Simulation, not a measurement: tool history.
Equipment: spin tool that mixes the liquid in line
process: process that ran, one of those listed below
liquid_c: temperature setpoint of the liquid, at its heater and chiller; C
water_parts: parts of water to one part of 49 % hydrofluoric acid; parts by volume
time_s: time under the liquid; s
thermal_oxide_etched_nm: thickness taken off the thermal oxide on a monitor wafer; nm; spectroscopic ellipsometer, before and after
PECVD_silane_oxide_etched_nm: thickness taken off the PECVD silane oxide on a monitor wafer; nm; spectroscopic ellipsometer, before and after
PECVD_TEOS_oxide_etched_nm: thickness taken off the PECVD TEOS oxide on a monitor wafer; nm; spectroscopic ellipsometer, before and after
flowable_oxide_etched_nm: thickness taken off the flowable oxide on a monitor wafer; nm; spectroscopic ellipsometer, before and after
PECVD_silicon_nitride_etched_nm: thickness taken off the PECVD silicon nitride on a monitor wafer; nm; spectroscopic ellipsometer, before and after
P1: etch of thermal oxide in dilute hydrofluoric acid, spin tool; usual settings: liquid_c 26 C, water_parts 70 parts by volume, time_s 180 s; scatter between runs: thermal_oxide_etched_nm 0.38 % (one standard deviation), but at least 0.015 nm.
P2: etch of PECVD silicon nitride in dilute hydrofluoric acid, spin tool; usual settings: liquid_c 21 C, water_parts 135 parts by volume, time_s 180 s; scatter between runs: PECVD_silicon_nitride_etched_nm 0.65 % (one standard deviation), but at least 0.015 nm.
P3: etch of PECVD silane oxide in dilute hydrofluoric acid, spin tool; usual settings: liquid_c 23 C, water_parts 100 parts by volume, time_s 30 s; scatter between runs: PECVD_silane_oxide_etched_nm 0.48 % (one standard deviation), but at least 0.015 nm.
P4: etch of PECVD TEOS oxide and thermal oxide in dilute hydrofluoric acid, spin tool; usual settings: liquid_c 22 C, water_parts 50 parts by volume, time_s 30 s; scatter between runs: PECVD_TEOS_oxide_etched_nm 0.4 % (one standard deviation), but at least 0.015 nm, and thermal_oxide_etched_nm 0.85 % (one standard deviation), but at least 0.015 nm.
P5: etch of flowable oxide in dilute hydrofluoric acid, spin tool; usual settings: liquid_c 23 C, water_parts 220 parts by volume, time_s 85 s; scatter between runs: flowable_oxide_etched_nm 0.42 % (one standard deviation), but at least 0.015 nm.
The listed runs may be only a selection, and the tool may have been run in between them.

run,hour,process,liquid_c,water_parts,time_s,thermal_oxide_etched_nm,PECVD_silane_oxide_etched_nm,PECVD_TEOS_oxide_etched_nm,flowable_oxide_etched_nm,PECVD_silicon_nitride_etched_nm
1,8.8,P1,26,70,180,13.605,,,,
2,20.1,P3,23,100,30,,5.1085,,,
3,28.5,P4,22,50,45,4.0051,,11.021,,
4,36.1,P3,23,100,30,,5.1519,,,
5,42.3,P5,23,360,85,,,,6.8123,
# hour 54.2: thermometer replaced
6,55.3,P2,17,135,180,,,,,2.4624
7,63,P5,17,220,85,,,,10.159,
8,74.8,P1,26,70,180,13.657,,,,
9,83.9,P4,22,85,30,1.5033,,4.1376,,
10,92.3,P1,26,70,300,22.672,,,,
11,101.1,P2,21,135,80,,,,,1.457
12,109.6,P4,22,50,30,2.7138,,7.3489,,
13,117.9,P4,22,50,30,2.7376,,7.3612,,
14,127.2,P1,26,70,180,13.58,,,,
15,134.6,P1,26,120,180,7.4754,,,,
16,144.5,P1,31,70,180,16.508,,,,
17,157.5,P3,17,100,30,,3.9561,,,
18,166.5,P1,20,70,180,10.612,,,,
19,172.4,P1,26,30,180,33.895,,,,
20,179.6,P1,26,70,180,13.602,,,,
21,189.8,P1,32.5,70,280,27.597,,,,
22,197.7,P3,23,35,30,,15.824,,,
23,208.9,P1,26,120,320,13.325,,,,
24,218.3,P5,23,220,125,,,,18.711,
25,230,P1,26,70,180,13.694,,,,
26,243.8,P5,23,220,85,,,,12.695,
27,254.5,P4,17,50,30,2.1852,,5.9514,,
28,263.7,P2,21,135,180,,,,,3.2537
29,276.7,P1,26,70,180,13.584,,,,
30,284.1,P3,23,100,60,,10.175,,,
31,295.5,P2,21,225,180,,,,,1.9342
32,302.4,P1,34,120,180,9.9364,,,,
33,310.5,P5,23,220,85,,,,12.757,
34,317.6,P1,26,70,75,5.6776,,,,

Expected results for the next run?
35,324.6,P1,26,70,180,?,,,,

thermal_oxide_etched_nm: 13.699 nm
